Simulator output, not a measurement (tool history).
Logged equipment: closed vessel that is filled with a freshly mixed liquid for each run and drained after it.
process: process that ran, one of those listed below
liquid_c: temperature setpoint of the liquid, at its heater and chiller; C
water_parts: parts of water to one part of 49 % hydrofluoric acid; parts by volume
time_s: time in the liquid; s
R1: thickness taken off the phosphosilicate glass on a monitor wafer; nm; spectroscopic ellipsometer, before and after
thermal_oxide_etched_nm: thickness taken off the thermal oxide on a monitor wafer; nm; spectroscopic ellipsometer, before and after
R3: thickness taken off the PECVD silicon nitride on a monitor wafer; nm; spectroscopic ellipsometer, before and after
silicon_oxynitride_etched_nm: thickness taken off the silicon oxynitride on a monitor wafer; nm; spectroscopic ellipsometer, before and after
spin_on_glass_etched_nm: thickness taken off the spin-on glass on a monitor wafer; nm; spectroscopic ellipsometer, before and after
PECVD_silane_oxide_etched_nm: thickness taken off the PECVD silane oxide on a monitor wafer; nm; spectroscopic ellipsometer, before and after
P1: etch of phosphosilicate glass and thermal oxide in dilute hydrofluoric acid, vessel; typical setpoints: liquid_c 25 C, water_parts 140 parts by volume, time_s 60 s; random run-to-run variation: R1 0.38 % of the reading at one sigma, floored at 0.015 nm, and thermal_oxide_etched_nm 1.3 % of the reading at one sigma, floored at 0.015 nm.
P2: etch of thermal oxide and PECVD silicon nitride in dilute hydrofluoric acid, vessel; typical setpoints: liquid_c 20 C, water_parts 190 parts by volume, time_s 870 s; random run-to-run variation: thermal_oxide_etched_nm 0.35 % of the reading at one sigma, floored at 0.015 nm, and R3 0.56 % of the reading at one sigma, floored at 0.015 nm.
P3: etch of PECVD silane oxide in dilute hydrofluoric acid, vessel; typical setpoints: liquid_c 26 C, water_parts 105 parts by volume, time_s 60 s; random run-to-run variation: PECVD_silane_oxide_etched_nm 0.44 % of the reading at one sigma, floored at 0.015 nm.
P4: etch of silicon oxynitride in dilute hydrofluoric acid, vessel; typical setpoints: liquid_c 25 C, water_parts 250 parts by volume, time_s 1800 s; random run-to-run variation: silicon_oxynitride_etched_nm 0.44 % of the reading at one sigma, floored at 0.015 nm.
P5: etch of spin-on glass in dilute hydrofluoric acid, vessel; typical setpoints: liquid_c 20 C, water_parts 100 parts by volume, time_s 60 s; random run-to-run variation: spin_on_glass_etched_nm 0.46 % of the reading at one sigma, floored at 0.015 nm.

run 1 hour=5.3 | process=P1 liquid_c=25 water_parts=140 time_s=60 | R1=47.769 thermal_oxide_etched_nm=1.9861
run 2 hour=12.4 | process=P1 liquid_c=19.5 water_parts=140 time_s=95 | R1=61.319 thermal_oxide_etched_nm=2.5359
run 3 hour=18.6 | process=P2 liquid_c=20 water_parts=190 time_s=870 | thermal_oxide_etched_nm=17.018 R3=5.9876
run 4 hour=24.9 | process=P1 liquid_c=25 water_parts=230 time_s=100 | R1=43.805 thermal_oxide_etched_nm=1.8356
run 5 hour=31.8 | process=P1 liquid_c=25 water_parts=140 time_s=60 | R1=47.553 thermal_oxide_etched_nm=1.9984
run 6 hour=38.6 | process=P4 liquid_c=25 water_parts=250 time_s=3045 | silicon_oxynitride_etched_nm=54.144
run 7 hour=47.5 | process=P2 liquid_c=20 water_parts=190 time_s=260 | thermal_oxide_etched_nm=5.0694 R3=1.7734
run 8 hour=56 | process=P4 liquid_c=25 water_parts=430 time_s=1800 | silicon_oxynitride_etched_nm=16.626
run 9 hour=61.5 | process=P2 liquid_c=20 water_parts=285 time_s=870 | thermal_oxide_etched_nm=10.294 R3=4.0007
run 10 hour=65.7 | process=P5 liquid_c=25 water_parts=100 time_s=60 | spin_on_glass_etched_nm=27.26
run 11 hour=71.6 | process=P1 liquid_c=25 water_parts=140 time_s=60 | R1=47.859 thermal_oxide_etched_nm=2.0251
run 12 hour=76.2 | process=P5 liquid_c=20 water_parts=100 time_s=105 | spin_on_glass_etched_nm=39.294
run 13 hour=85.3 | process=P1 liquid_c=25 water_parts=140 time_s=30 | R1=23.85 thermal_oxide_etched_nm=1.0003
run 14 hour=90.8 | process=P1 liquid_c=25 water_parts=140 time_s=60 | R1=47.739 thermal_oxide_etched_nm=1.9167
run 15 hour=99 | process=P1 liquid_c=25 water_parts=250 time_s=60 | R1=23.638 thermal_oxide_etched_nm=1.003
run 16 hour=105.4 | process=P4 liquid_c=25 water_parts=250 time_s=1800 | silicon_oxynitride_etched_nm=32.199
run 17 hour=111.4 | process=P1 liquid_c=25 water_parts=140 time_s=60 | R1=47.724 thermal_oxide_etched_nm=1.9996
run 18 hour=118.9 | process=P1 liquid_c=25 water_parts=60 time_s=60 | R1=122.5 thermal_oxide_etched_nm=5.1521
run 19 hour=125.7 | process=P3 liquid_c=26 water_parts=170 time_s=60 | PECVD_silane_oxide_etched_nm=17.138
run 20 hour=133.4 | process=P1 liquid_c=25 water_parts=140 time_s=60 | R1=47.637 thermal_oxide_etched_nm=1.9752
run 21 hour=138.9 | process=P2 liquid_c=27.5 water_parts=190 time_s=870 | thermal_oxide_etched_nm=22.562 R3=9.5282
run 22 hour=143.6 | process=P3 liquid_c=26 water_parts=105 time_s=60 | PECVD_silane_oxide_etched_nm=30.016
run 23 hour=148.8 | process=P5 liquid_c=20 water_parts=100 time_s=60 | spin_on_glass_etched_nm=22.403
run 24 hour=153.5 | process=P3 liquid_c=26 water_parts=105 time_s=35 | PECVD_silane_oxide_etched_nm=17.463
run 25 hour=161.6 | process=P1 liquid_c=18.5 water_parts=140 time_s=60 | R1=36.913 thermal_oxide_etched_nm=1.5229
run 26 hour=168.8 | process=P3 liquid_c=22.5 water_parts=105 time_s=60 | PECVD_silane_oxide_etched_nm=26.092
run 27 hour=176.2 | process=P1 liquid_c=32 water_parts=140 time_s=60 | R1=61.451 thermal_oxide_etched_nm=2.5968
run 28 hour=181.3 | process=P3 liquid_c=26 water_parts=105 time_s=60 | PECVD_silane_oxide_etched_nm=29.908
run 29 hour=188.4 | process=P1 liquid_c=25 water_parts=140 time_s=100 | R1=79.56 thermal_oxide_etched_nm=3.3508
run 30 hour=196.7 | process=P2 liquid_c=20 water_parts=190 time_s=870 | thermal_oxide_etched_nm=17.157 R3=5.9482
run 31 hour=203.1 | process=P5 liquid_c=20 water_parts=175 time_s=60 | spin_on_glass_etched_nm=11.774
run 32 hour=208.2 | process=P4 liquid_c=30 water_parts=250 time_s=1800 | silicon_oxynitride_etched_nm=39.911
run 33 hour=214.2 | process=P1 liquid_c=25 water_parts=140 time_s=60 | R1=47.793 thermal_oxide_etched_nm=2.0502
run 34 hour=223.1 | process=P1 liquid_c=25 water_parts=140 time_s=60 | R1=48.81 thermal_oxide_etched_nm=2.0031
run 35 hour=228.4 | process=P1 liquid_c=25 water_parts=140 time_s=60 | R1=49.066 thermal_oxide_etched_nm=2.0281
run 36 hour=234.7 | process=P1 liquid_c=25 water_parts=140 time_s=60 | R1=50.008 thermal_oxide_etched_nm=2.0359
run 37 hour=241 | process=P1 liquid_c=25 water_parts=140 time_s=60 | R1=50.132 thermal_oxide_etched_nm=2.0911
run 38 hour=247.3 | process=P1 liquid_c=25 water_parts=140 time_s=60 | R1=50.664 thermal_oxide_etched_nm=2.1099
run 39 hour=252 | process=P1 liquid_c=25 water_parts=140 time_s=60 | R1=50.526 thermal_oxide_etched_nm=2.1017
run 40 hour=256.2 | process=P1 liquid_c=25 water_parts=140 time_s=60 | R1=50.949 thermal_oxide_etched_nm=2.1331
run 41 hour=263.1 | process=P1 liquid_c=25 water_parts=140 time_s=60 | R1=50.661 thermal_oxide_etched_nm=2.0749
run 42 hour=270.7 | process=P1 liquid_c=25 water_parts=140 time_s=60 | R1=50.898 thermal_oxide_etched_nm=2.1039
run 43 hour=276.7 | process=P1 liquid_c=25 water_parts=140 time_s=60 | R1=50.753 thermal_oxide_etched_nm=2.1338
run 44 hour=284.6 | process=P1 liquid_c=25 water_parts=140 time_s=60 | R1=50.729 thermal_oxide_etched_nm=2.1184

Compared with where it was, what P1 gives has crept away. Each cause listed below fits the log as well as the rest, at the size given for it:
A: liquid hotter than its thermometer reads (K) = 1.63
B: hydrofluoric acid flow above the setpoint (%) = 5.43
The onset of the drift is placed at about hour 214.2.

The 4 check runs listed below each average the results of 2 wafers, and their outcomes are marked with question marks. Under which run would the listed causes produce clearly different results?
run check 1 hour=292.5 | process=P4 liquid_c=25 water_parts=365 time_s=2575 | silicon_oxynitride_etched_nm=?
run check 2 hour=292.5 | process=P2 liquid_c=26.5 water_parts=190 time_s=285 | thermal_oxide_etched_nm=? R3=?
run check 3 hour=292.5 | process=P3 liquid_c=26 water_parts=155 time_s=60 | PECVD_silane_oxide_etched_nm=?
run check 4 hour=292.5 | process=P5 liquid_c=24 water_parts=165 time_s=60 | spin_on_glass_etched_nm=?

If the cause were each of the candidates in turn, the checks would give the following:
check=check_1 result=silicon_oxynitride_etched_nm if_A=31.295 if_B=31.292
check=check_2 result=thermal_oxide_etched_nm if_A=7.5475 if_B=7.591
check=check_2 result=R3 if_A=3.2498 if_B=3.0994
check=check_3 result=PECVD_silane_oxide_etched_nm if_A=20.268 if_B=20.31
check=check_4 result=spin_on_glass_etched_nm if_A=15.696 if_B=15.717
Minimum pairwise separation of causes per check, each pair taken at its best-separating result: check 1 0.01 %; check 2 4.74 %; check 3 0.21 %; check 4 0.13 %
Of the check runs offered, only check 2 discriminates between the causes; the rest would read about the same regardless of which cause applies.

Running check 2 produced the following: thermal_oxide_etched_nm 7.6045 nm; R3 3.0773 nm. Which one of the listed causes fits?

The correct cause is B, namely: hydrofluoric acid flow above the setpoint (%).

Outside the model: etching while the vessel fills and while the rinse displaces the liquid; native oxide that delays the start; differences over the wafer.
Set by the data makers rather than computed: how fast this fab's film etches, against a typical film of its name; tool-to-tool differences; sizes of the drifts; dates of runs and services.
